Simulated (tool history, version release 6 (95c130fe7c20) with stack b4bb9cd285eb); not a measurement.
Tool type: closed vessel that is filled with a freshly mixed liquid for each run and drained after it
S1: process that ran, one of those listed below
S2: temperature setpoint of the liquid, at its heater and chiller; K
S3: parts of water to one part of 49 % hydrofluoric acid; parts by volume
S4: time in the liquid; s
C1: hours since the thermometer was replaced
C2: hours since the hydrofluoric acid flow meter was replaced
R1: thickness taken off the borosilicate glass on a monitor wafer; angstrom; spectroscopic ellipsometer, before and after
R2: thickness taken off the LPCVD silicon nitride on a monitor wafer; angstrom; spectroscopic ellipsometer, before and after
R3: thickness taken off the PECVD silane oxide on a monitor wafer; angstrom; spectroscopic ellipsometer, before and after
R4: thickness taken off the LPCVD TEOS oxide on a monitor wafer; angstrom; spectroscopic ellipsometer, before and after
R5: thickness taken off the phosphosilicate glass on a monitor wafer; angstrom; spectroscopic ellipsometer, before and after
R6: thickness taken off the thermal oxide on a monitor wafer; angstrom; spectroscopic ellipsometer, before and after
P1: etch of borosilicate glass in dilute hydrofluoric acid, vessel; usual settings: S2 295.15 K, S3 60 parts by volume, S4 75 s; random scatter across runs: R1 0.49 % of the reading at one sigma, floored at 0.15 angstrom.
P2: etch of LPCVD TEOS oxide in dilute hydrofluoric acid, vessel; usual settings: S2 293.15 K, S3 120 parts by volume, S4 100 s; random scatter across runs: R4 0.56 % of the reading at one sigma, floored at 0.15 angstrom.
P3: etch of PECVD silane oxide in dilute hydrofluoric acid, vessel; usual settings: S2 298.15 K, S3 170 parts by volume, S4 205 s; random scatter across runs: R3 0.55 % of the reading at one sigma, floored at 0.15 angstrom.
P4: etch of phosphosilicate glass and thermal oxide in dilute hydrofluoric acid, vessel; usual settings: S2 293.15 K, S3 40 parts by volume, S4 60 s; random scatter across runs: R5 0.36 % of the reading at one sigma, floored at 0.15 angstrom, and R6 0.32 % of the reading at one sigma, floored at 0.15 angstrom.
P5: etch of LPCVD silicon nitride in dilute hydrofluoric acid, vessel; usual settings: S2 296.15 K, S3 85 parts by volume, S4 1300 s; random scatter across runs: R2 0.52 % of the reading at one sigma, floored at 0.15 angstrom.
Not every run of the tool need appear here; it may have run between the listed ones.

run 1 hour=3.2 | S1=P1 S2=295.15 S3=60 S4=75 | C1=742.4 C2=668.0 | R1=208.830
run 2 hour=7.3 | S1=P5 S2=296.15 S3=85 S4=2230 | C1=746.5 C2=672.1 | R2=131.930
run 3 hour=13.2 | S1=P5 S2=301.15 S3=85 S4=1300 | C1=752.4 C2=678.0 | R2=108.110
run 4 hour=18.3 | S1=P3 S2=298.15 S3=170 S4=205 | C1=757.5 C2=683.1 | R3=305.530
run 5 hour=23.2 | S1=P5 S2=296.15 S3=35 S4=1300 | C1=762.4 C2=688.0 | R2=182.110
run 6 hour=27.7 | S1=P1 S2=303.15 S3=60 S4=75 | C1=766.9 C2=692.5 | R1=287.460
run 7 hour=33.5 | S1=P1 S2=295.15 S3=60 S4=135 | C1=772.7 C2=698.3 | R1=374.100
run 8 hour=39.5 | S1=P1 S2=295.15 S3=60 S4=30 | C1=778.7 C2=704.3 | R1=82.719
-- hour=43.3 thermometer replaced
run 9 hour=45.0 | S1=P2 S2=293.15 S3=120 S4=100 | C1=1.7 C2=709.8 | R4=120.51
run 10 hour=49.3 | S1=P1 S2=299.15 S3=60 S4=110 | C1=6.0 C2=714.1 | R1=360.150
run 11 hour=52.4 | S1=P3 S2=298.15 S3=265 S4=205 | C1=9.1 C2=717.2 | R3=179.190
run 12 hour=58.2 | S1=P3 S2=293.15 S3=170 S4=205 | C1=14.9 C2=723.0 | R3=256.710
run 13 hour=64.2 | S1=P3 S2=298.15 S3=170 S4=205 | C1=20.9 C2=729.0 | R3=307.250
run 14 hour=69.6 | S1=P4 S2=293.15 S3=40 S4=60 | C1=26.3 C2=734.4 | R5=1168.50 R6=62.648
run 15 hour=73.2 | S1=P1 S2=295.15 S3=60 S4=75 | C1=29.9 C2=738.0 | R1=209.720
run 16 hour=77.9 | S1=P1 S2=295.15 S3=60 S4=75 | C1=34.6 C2=742.7 | R1=208.510
run 17 hour=80.8 | S1=P4 S2=293.15 S3=25 S4=60 | C1=37.5 C2=745.6 | R5=1913.50 R6=103.360
run 18 hour=84.1 | S1=P4 S2=293.15 S3=40 S4=60 | C1=40.8 C2=748.9 | R5=1163.20 R6=63.248
run 19 hour=89.0 | S1=P4 S2=293.15 S3=40 S4=30 | C1=45.7 C2=753.8 | R5=587.04 R6=31.174
run 20 hour=92.3 | S1=P3 S2=298.15 S3=170 S4=50 | C1=49.0 C2=757.1 | R3=75.642
run 21 hour=95.3 | S1=P4 S2=290.15 S3=40 S4=60 | C1=52.0 C2=760.1 | R5=1027.60 R6=55.552
run 22 hour=99.1 | S1=P2 S2=290.15 S3=120 S4=100 | C1=55.8 C2=763.9 | R4=106.04
run 23 hour=103.9 | S1=P1 S2=295.15 S3=60 S4=75 | C1=60.6 C2=768.7 | R1=206.770
run 24 hour=109.4 | S1=P1 S2=295.15 S3=60 S4=75 | C1=66.1 C2=774.2 | R1=208.070
run 25 hour=114.7 | S1=P1 S2=298.65 S3=60 S4=110 | C1=71.4 C2=779.5 | R1=352.050
run 26 hour=120.1 | S1=P1 S2=295.15 S3=25 S4=75 | C1=76.8 C2=784.9 | R1=520.850

For run 27, what comes out?
run 27 hour=123.2 | S1=P5 S2=296.15 S3=85 S4=1300 | C1=79.9 C2=788.0 | R2=?

{"run 27": {"R2": 77.553}}

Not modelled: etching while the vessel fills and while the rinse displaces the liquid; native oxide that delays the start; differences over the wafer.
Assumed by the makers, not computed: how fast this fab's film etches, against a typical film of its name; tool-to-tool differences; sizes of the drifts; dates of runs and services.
